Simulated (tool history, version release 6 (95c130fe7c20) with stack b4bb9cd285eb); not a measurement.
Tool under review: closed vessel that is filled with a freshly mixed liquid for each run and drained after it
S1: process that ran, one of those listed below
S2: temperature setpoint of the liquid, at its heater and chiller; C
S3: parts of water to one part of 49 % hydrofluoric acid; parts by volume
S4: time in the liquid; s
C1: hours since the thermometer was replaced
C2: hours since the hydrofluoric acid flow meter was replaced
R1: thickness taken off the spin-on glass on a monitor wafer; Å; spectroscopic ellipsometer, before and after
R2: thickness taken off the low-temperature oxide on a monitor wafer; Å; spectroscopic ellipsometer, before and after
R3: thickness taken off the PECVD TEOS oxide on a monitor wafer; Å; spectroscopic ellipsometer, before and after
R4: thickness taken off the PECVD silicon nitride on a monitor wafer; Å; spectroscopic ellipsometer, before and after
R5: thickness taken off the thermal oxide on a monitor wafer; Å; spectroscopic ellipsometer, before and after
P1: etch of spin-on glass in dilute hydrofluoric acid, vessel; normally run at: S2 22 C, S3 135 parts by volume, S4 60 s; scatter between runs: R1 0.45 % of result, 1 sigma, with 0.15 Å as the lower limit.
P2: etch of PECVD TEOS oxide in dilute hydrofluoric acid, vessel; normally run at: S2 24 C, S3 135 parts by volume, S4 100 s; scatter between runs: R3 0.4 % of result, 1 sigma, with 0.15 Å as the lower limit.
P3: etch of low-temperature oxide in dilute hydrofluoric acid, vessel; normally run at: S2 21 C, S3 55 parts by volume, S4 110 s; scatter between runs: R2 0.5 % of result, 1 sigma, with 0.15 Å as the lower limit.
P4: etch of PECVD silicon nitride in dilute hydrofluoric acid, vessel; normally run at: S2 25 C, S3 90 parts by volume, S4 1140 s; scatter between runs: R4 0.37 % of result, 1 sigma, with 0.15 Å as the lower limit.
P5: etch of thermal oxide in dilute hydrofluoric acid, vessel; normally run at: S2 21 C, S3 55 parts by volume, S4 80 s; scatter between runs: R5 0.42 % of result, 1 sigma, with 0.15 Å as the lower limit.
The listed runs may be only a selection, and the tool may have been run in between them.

run	hour	S1	S2	S3	S4	C1	C2	R1	R2	R3	R4	R5
1	12.3	P1	22	135	60	534.2	143.4	129.21				
2	22	P3	29.5	55	110	543.9	153.1		419.05			
3	35.8	P1	22	135	105	557.7	166.9	224.52				
4	49.5	P1	29.5	135	60	571.4	180.6	171.68				
5	63.2	P3	21	55	30	585.1	194.3		80.65			
6	76.3	P2	24	70	100	598.2	207.4			128.33		
7	88.6	P1	22	135	60	610.5	219.7	128.53				
8	95.3	P2	24	135	100	617.2	226.4			61.23		
9	105.9	P1	22	135	60	627.8	237	129.71				
10	117.3	P1	22	135	30	639.2	248.4	64.534				
11	127.4	P1	22	235	60	649.3	258.5	67.2				
12	137.5	P1	17	220	60	659.4	268.6	60.384				
13	152.1	P4	25	90	1140	674	283.2				314.29	
14	166.9	P2	17	135	100	688.8	298			45.951		
15	173.8	P5	21	55	145	695.7	304.9					114.87
16	188.9	P1	17	135	60	710.8	320	105.8				
17	202.9	P1	22	135	60	724.8	334	128.42				
18	209.8	P1	22	135	60	731.7	340.9	129.44				
19	223.6	P3	21	55	110	745.5	354.7		295.8			
20	230.6	P1	22	135	60	752.5	361.7	129.23				
21	244.6	P4	25	90	1880	766.5	375.7				516.18	
22	253.7	P1	22	135	60	775.6	384.8	128.86				
23	260.5	P3	21	55	110	782.4	391.6		291.08			
24	270.3	P2	24	135	185	792.2	401.4			113.35		
25	277.2	P1	22	45	95	799.1	408.3	688.68				
26	289.7	P5	21	55	80	811.6	420.8					63.908
27	298.7	P1	28.5	205	60	820.6	429.8	100.28				
28	313.3	P4	30	90	1140	835.2	444.4				433.32	
29	323.5	P2	24	135	100	845.4	454.6			60.435		
30	330.9	P4	25	90	1140	852.8	462				312.48	
# hour 331.2: hydrofluoric acid flow meter replaced
31	341	P5	21	100	80	862.9	9.8					33.298
32	349.3	P3	21	80	110	871.2	18.1		196.72			
33	356.6	P4	25	25	1140	878.5	25.4				1091.5	
34	367.7	P1	22	20	60	889.6	36.5	992.47				
35	379	P5	25	55	80	900.9	47.8					75.265
36	390.2	P1	22	135	60	912.1	59	129.13				
37	402.5	P1	22	135	60	924.4	71.3	125				
38	413.5	P1	22	135	60	935.4	82.3	123.94				
39	426.1	P1	22	135	60	948	94.9	123.88				
40	435.2	P1	22	135	60	957.1	104	122.53				
41	446.7	P1	22	135	60	968.6	115.5	121.31				
42	455.8	P1	22	135	60	977.7	124.6	122.25				
43	469.9	P1	22	135	60	991.8	138.7	121.28				
44	484.6	P1	22	135	60	1006.5	153.4	122.09				
45	494	P1	22	135	60	1015.9	162.8	121.06				
46	506.2	P1	22	135	60	1028.1	175	121.73				

P1 has crept away from where it was. The log is fitted equally well by each of these 2 causes, at the sizes shown:
A: hydrofluoric acid flow below the setpoint (%) = 5.29
B: liquid colder than its thermometer reads (K) = 1.58
The drift started at roughly hour 390.2.

Consider the 4 single-wafer check runs listed below, results given as question marks: which one distinguishes between the causes by giving clearly different results for each?
check 1	518.4	P4	29	35	1140						?	
check 2	518.4	P5	21	100	80							?
check 3	518.4	P3	27.5	55	35				?			
check 4	518.4	P2	18	135	140					?		

What every check run would give for each of its results, assuming each possible cause in turn:
check	result	if A	if B
check 1	R4	976.59	927.93
check 2	R5	31.165	31.04
check 3	R2	115.01	114.47
check 4	R3	63.213	63.008
Minimum pairwise separation of causes per check, each pair taken at its best-separating result: check 1 5.11 %; check 2 0.4 %; check 3 0.47 %; check 4 0.32 %
Only check 1 tells the causes apart: in the others they would give nearly the same result.

Then check 1 was run and gave: R4 967.9 Å. Which cause is it?

The correct cause is A, namely: hydrofluoric acid flow below the setpoint (%).
